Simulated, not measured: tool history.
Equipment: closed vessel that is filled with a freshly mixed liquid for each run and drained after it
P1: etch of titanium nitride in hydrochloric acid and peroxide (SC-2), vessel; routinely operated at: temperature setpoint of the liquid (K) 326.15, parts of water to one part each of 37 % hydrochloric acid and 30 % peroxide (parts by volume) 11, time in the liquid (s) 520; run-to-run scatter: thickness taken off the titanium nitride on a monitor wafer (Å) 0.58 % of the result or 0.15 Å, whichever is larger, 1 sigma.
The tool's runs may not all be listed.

| run | hour | temperature setpoint of the liquid (K) | parts of water to one part each of 37 % hydrochloric acid and 30 % peroxide (parts by volume) | time in the liquid (s) | thickness taken off the titanium nitride on a monitor wafer (Å) |
|---|---|---|---|---|---|
| 1 | 8.1 | 326.15 | 11 | 520 | 157.55 |
| 2 | 23.2 | 326.15 | 11 | 520 | 159.43 |
|  | 24.7 | new drum of peroxide connected |
| 3 | 32.9 | 326.15 | 11 | 520 | 157.56 |
| 4 | 45.6 | 326.15 | 11 | 1020 | 312.71 |
| 5 | 57.9 | 326.15 | 4 | 520 | 344.36 |
| 6 | 66.4 | 326.15 | 11 | 520 | 160.34 |
| 7 | 79.9 | 315.65 | 11 | 520 | 78.221 |
| 8 | 90.2 | 326.15 | 11 | 95 | 28.885 |
| 9 | 103.3 | 326.15 | 11 | 520 | 158.82 |
| 10 | 119.3 | 337.15 | 11 | 520 | 319.89 |
| 11 | 128.3 | 311.15 | 11 | 1000 | 108.86 |
| 12 | 135.9 | 326.15 | 19 | 520 | 98.12 |
| 13 | 152.3 | 326.15 | 11 | 520 | 158.9 |
| 14 | 162.7 | 326.15 | 11 | 520 | 159.99 |
| 15 | 177.5 | 326.15 | 11 | 520 | 164.13 |
| 16 | 187.1 | 326.15 | 11 | 520 | 167.5 |
| 17 | 196 | 326.15 | 11 | 520 | 168.89 |
| 18 | 205 | 326.15 | 11 | 520 | 169.52 |
| 19 | 216.6 | 326.15 | 11 | 520 | 170.47 |
| 20 | 224.7 | 326.15 | 11 | 520 | 170.88 |
| 21 | 239.3 | 326.15 | 11 | 520 | 173.03 |
| 22 | 252.7 | 326.15 | 11 | 520 | 172.62 |
| 23 | 266.8 | 326.15 | 11 | 520 | 172.95 |
| 24 | 281 | 326.15 | 11 | 520 | 175.05 |
| 25 | 290.2 | 326.15 | 11 | 520 | 174.18 |

The log shows P1 creeping away from where it was. Any of the 2 causes listed here, at the size stated for it, fits the log just as well as the others:
A: liquid hotter than its thermometer reads (K) = 1.34
B: chemicals flow above the setpoint (%) = 10.9
At approximately hour 162.7, the process output began to creep.
Ruled out, with reasons:
peroxide weaker than its label (%): limited to 8, which would change thickness taken off the titanium nitride on a monitor wafer (Å) by -7.4 %, either short of the creep or opposite in sign

The list below offers 4 check runs, each averaging the results of 5 wafers, and shows each result as a question mark. For which of them would the listed causes give clearly different results?
| check 1 | 299.4 | 326.15 | 18 | 520 | ? |
| check 2 | 299.4 | 317.65 | 11 | 520 | ? |
| check 3 | 299.4 | 320.65 | 4 | 520 | ? |
| check 4 | 299.4 | 326.15 | 14.5 | 200 | ? |

How each check would come out, cause by cause:
| check | result | if A | if B |
|---|---|---|---|
| check 1 | thickness taken off the titanium nitride on a monitor wafer (Å) | 112.94 | 113.53 |
| check 2 | thickness taken off the titanium nitride on a monitor wafer (Å) | 98.603 | 98.085 |
| check 3 | thickness taken off the titanium nitride on a monitor wafer (Å) | 261.82 | 255.96 |
| check 4 | thickness taken off the titanium nitride on a monitor wafer (Å) | 52.652 | 52.809 |
How far apart the two closest causes lie, in the result that separates them most: check 1 0.53 %; check 2 0.53 %; check 3 2.26 %; check 4 0.3 %
Check 3 distinguishes between the causes, while the remaining checks would return nearly the same result for all of them.

After running check 3, the following was obtained: thickness taken off the titanium nitride on a monitor wafer (Å) 256.28. Which cause does this point to?

The correct cause is B, namely: chemicals flow above the setpoint (%).

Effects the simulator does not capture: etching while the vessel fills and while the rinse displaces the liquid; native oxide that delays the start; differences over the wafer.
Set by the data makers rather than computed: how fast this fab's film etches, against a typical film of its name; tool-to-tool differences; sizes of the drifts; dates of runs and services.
